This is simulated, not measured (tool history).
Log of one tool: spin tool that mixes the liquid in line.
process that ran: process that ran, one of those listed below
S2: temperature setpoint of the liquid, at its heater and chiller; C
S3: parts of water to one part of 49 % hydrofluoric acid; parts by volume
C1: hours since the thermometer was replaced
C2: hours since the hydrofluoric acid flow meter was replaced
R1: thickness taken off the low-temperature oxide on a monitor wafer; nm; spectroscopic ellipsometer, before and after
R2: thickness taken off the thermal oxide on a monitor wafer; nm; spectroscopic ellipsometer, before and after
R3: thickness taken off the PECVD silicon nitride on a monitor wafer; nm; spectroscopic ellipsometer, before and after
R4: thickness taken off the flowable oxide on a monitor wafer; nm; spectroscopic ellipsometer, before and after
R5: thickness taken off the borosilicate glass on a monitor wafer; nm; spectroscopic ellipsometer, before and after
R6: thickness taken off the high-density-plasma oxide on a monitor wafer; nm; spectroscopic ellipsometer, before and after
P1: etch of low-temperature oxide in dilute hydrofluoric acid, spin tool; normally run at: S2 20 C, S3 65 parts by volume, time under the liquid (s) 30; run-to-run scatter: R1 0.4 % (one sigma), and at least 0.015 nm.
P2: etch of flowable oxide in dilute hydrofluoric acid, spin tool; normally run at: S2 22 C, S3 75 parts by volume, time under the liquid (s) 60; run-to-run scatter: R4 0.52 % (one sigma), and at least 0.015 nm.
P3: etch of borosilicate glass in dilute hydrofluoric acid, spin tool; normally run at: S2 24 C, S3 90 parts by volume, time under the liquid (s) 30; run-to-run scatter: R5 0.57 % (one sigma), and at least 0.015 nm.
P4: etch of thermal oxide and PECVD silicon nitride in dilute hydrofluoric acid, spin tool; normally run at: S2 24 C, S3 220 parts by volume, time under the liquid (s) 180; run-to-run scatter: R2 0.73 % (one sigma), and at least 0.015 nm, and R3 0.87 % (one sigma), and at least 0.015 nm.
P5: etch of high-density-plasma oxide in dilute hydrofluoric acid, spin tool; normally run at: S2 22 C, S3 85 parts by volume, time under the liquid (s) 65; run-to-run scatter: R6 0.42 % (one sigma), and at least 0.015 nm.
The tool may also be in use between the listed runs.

{"run": 1, "day": 0.258, "process that ran": "P1", "S2": 20, "S3": 65, "time under the liquid (s)": 30, "C1": 1794.8, "C2": 283.7, "R1": 12.282}
{"run": 2, "day": 0.767, "process that ran": "P4", "S2": 24, "S3": 220, "time under the liquid (s)": 180, "C1": 1807, "C2": 295.9, "R2": 3.2944, "R3": 2.6577}
{"run": 3, "day": 1.104, "process that ran": "P2", "S2": 22, "S3": 75, "time under the liquid (s)": 60, "C1": 1815.1, "C2": 304, "R4": 27.734}
{"run": 4, "day": 1.471, "process that ran": "P1", "S2": 20, "S3": 65, "time under the liquid (s)": 30, "C1": 1823.9, "C2": 312.8, "R1": 12.246}
{"run": 5, "day": 1.812, "process that ran": "P4", "S2": 18.5, "S3": 220, "time under the liquid (s)": 180, "C1": 1832.1, "C2": 321, "R2": 2.6637, "R3": 1.8953}
{"run": 6, "day": 2.112, "process that ran": "P1", "S2": 20, "S3": 65, "time under the liquid (s)": 15, "C1": 1839.3, "C2": 328.2, "R1": 6.1459}
{"run": 7, "day": 2.45, "process that ran": "P2", "S2": 22, "S3": 75, "time under the liquid (s)": 15, "C1": 1847.4, "C2": 336.3, "R4": 6.9861}
{"run": 8, "day": 2.771, "process that ran": "P3", "S2": 24, "S3": 90, "time under the liquid (s)": 30, "C1": 1855.1, "C2": 344, "R5": 8.2533}
{"run": 9, "day": 3.042, "process that ran": "P1", "S2": 17, "S3": 65, "time under the liquid (s)": 30, "C1": 1861.6, "C2": 350.5, "R1": 10.843}
{"run": 10, "day": 3.321, "process that ran": "P1", "S2": 20, "S3": 65, "time under the liquid (s)": 30, "C1": 1868.3, "C2": 357.2, "R1": 12.293}
{"run": 11, "day": 3.788, "process that ran": "P1", "S2": 20, "S3": 30, "time under the liquid (s)": 30, "C1": 1879.5, "C2": 368.4, "R1": 27.794}
{"run": 12, "day": 4.217, "process that ran": "P1", "S2": 20, "S3": 65, "time under the liquid (s)": 30, "C1": 1889.8, "C2": 378.7, "R1": 12.392}
{"run": 13, "day": 4.571, "process that ran": "P4", "S2": 24, "S3": 220, "time under the liquid (s)": 350, "C1": 1898.3, "C2": 387.2, "R2": 6.3951, "R3": 5.2301}
{"run": 14, "day": 4.817, "process that ran": "P2", "S2": 22, "S3": 75, "time under the liquid (s)": 60, "C1": 1904.2, "C2": 393.1, "R4": 27.82}
{"run": 15, "day": 5.096, "process that ran": "P1", "S2": 20, "S3": 95, "time under the liquid (s)": 30, "C1": 1910.9, "C2": 399.8, "R1": 8.1735}
{"run": 16, "day": 5.412, "process that ran": "P4", "S2": 24, "S3": 220, "time under the liquid (s)": 180, "C1": 1918.5, "C2": 407.4, "R2": 3.278, "R3": 2.6695}
{"run": 17, "day": 5.762, "process that ran": "P5", "S2": 17, "S3": 85, "time under the liquid (s)": 65, "C1": 1926.9, "C2": 415.8, "R6": 4.0171}
{"run": 18, "day": 6.038, "process that ran": "P5", "S2": 22, "S3": 20, "time under the liquid (s)": 65, "C1": 1933.5, "C2": 422.4, "R6": 22.995}
{"run": 19, "day": 6.379, "process that ran": "P1", "S2": 20, "S3": 65, "time under the liquid (s)": 30, "C1": 1941.7, "C2": 430.6, "R1": 12.324}
{"run": 20, "day": 6.771, "process that ran": "P5", "S2": 22, "S3": 85, "time under the liquid (s)": 65, "C1": 1951.1, "C2": 440, "R6": 4.9809}
{"run": 21, "day": 7.212, "process that ran": "P2", "S2": 22, "S3": 105, "time under the liquid (s)": 60, "C1": 1961.7, "C2": 450.6, "R4": 19.335}
{"run": 22, "day": 7.612, "process that ran": "P1", "S2": 20, "S3": 65, "time under the liquid (s)": 30, "C1": 1971.3, "C2": 460.2, "R1": 12.249}
{"run": 23, "day": 7.962, "process that ran": "P3", "S2": 17, "S3": 90, "time under the liquid (s)": 30, "C1": 1979.7, "C2": 468.6, "R5": 6.2015}
{"run": 24, "day": 8.312, "process that ran": "P1", "S2": 20, "S3": 90, "time under the liquid (s)": 45, "C1": 1988.1, "C2": 477, "R1": 12.913}
{"run": 25, "day": 8.75, "process that ran": "P4", "S2": 24, "S3": 75, "time under the liquid (s)": 180, "C1": 1998.6, "C2": 487.5, "R2": 11.35, "R3": 7.7652}
{"run": 26, "day": 9.192, "process that ran": "P3", "S2": 24, "S3": 90, "time under the liquid (s)": 60, "C1": 2009.2, "C2": 498.1, "R5": 16.435}
{"run": 27, "day": 9.6, "process that ran": "P1", "S2": 17, "S3": 110, "time under the liquid (s)": 30, "C1": 2019, "C2": 507.9, "R1": 6.1076}
{"run": 28, "day": 9.979, "process that ran": "P3", "S2": 24, "S3": 135, "time under the liquid (s)": 30, "C1": 2028.1, "C2": 517, "R5": 5.2295}
{"run": 29, "day": 10.225, "process that ran": "P5", "S2": 22, "S3": 85, "time under the liquid (s)": 100, "C1": 2034, "C2": 522.9, "R6": 7.7134}
{"run": 30, "day": 10.521, "process that ran": "P2", "S2": 26, "S3": 75, "time under the liquid (s)": 60, "C1": 2041.1, "C2": 530, "R4": 32.607}
{"run": 31, "day": 10.988, "process that ran": "P1", "S2": 25, "S3": 65, "time under the liquid (s)": 30, "C1": 2052.3, "C2": 541.2, "R1": 15.235}
{"run": 32, "day": 11.262, "process that ran": "P1", "S2": 26, "S3": 40, "time under the liquid (s)": 30, "C1": 2058.9, "C2": 547.8, "R1": 26.467}
{"run": 33, "day": 11.658, "process that ran": "P1", "S2": 20, "S3": 65, "time under the liquid (s)": 55, "C1": 2068.4, "C2": 557.3, "R1": 22.358}
{"run": 34, "day": 12.075, "process that ran": "P1", "S2": 20, "S3": 65, "time under the liquid (s)": 30, "C1": 2078.4, "C2": 567.3, "R1": 12.214}
{"run": 35, "day": 12.388, "process that ran": "P1", "S2": 20, "S3": 65, "time under the liquid (s)": 30, "C1": 2085.9, "C2": 574.8, "R1": 11.999}
{"run": 36, "day": 12.821, "process that ran": "P1", "S2": 20, "S3": 65, "time under the liquid (s)": 30, "C1": 2096.3, "C2": 585.2, "R1": 11.63}
{"run": 37, "day": 13.258, "process that ran": "P1", "S2": 20, "S3": 65, "time under the liquid (s)": 30, "C1": 2106.8, "C2": 595.7, "R1": 11.424}
{"run": 38, "day": 13.533, "process that ran": "P1", "S2": 20, "S3": 65, "time under the liquid (s)": 30, "C1": 2113.4, "C2": 602.3, "R1": 11.417}
{"run": 39, "day": 14.075, "process that ran": "P1", "S2": 20, "S3": 65, "time under the liquid (s)": 30, "C1": 2126.4, "C2": 615.3, "R1": 11.398}
{"run": 40, "day": 14.558, "process that ran": "P1", "S2": 20, "S3": 65, "time under the liquid (s)": 30, "C1": 2138, "C2": 626.9, "R1": 11.388}
{"run": 41, "day": 14.85, "process that ran": "P1", "S2": 20, "S3": 65, "time under the liquid (s)": 30, "C1": 2145, "C2": 633.9, "R1": 11.304}
{"run": 42, "day": 15.396, "process that ran": "P1", "S2": 20, "S3": 65, "time under the liquid (s)": 30, "C1": 2158.1, "C2": 647, "R1": 11.336}

What P1 gives has crept away from where it was. These 2 causes fit the log equally well, each at the size given:
A: hydrofluoric acid flow below the setpoint (%) = 7.7
B: liquid colder than its thermometer reads (K) = 2.05
The creep began at about day 12.075.

4 check runs are offered, each on 2 wafers whose results are averaged, their results left as question marks. Which one tells the causes apart?
{"run": "check 1", "day": 15.942, "process that ran": "P2", "S2": 25, "S3": 75, "time under the liquid (s)": 15, "R4": "?"}
{"run": "check 2", "day": 15.942, "process that ran": "P3", "S2": 17.5, "S3": 90, "time under the liquid (s)": 30, "R5": "?"}
{"run": "check 3", "day": 15.942, "process that ran": "P4", "S2": 24, "S3": 220, "time under the liquid (s)": 335, "R2": "?", "R3": "?"}
{"run": "check 4", "day": 15.942, "process that ran": "P5", "S2": 22, "S3": 25, "time under the liquid (s)": 90, "R6": "?"}

What each check would give under each cause:
check=check_1 result=R4 if_A=7.2425 if_B=7.2829
check=check_2 result=R5 if_A=5.7713 if_B=5.7755
check=check_3 result=R2 if_A=5.5155 if_B=5.647
check=check_3 result=R3 if_A=4.5944 if_B=4.3678
check=check_4 result=R6 if_A=23.229 if_B=23.111
How far apart the two closest causes lie, in the result that separates them most: check 1 0.56 %; check 2 0.07 %; check 3 5.06 %; check 4 0.51 %
Check 3 tells the causes apart: in the others they would give nearly the same result.

Then check 3 was run and gave: R2 5.5167 nm; R3 4.5644 nm. Which cause is it?

It is A: hydrofluoric acid flow below the setpoint (%).
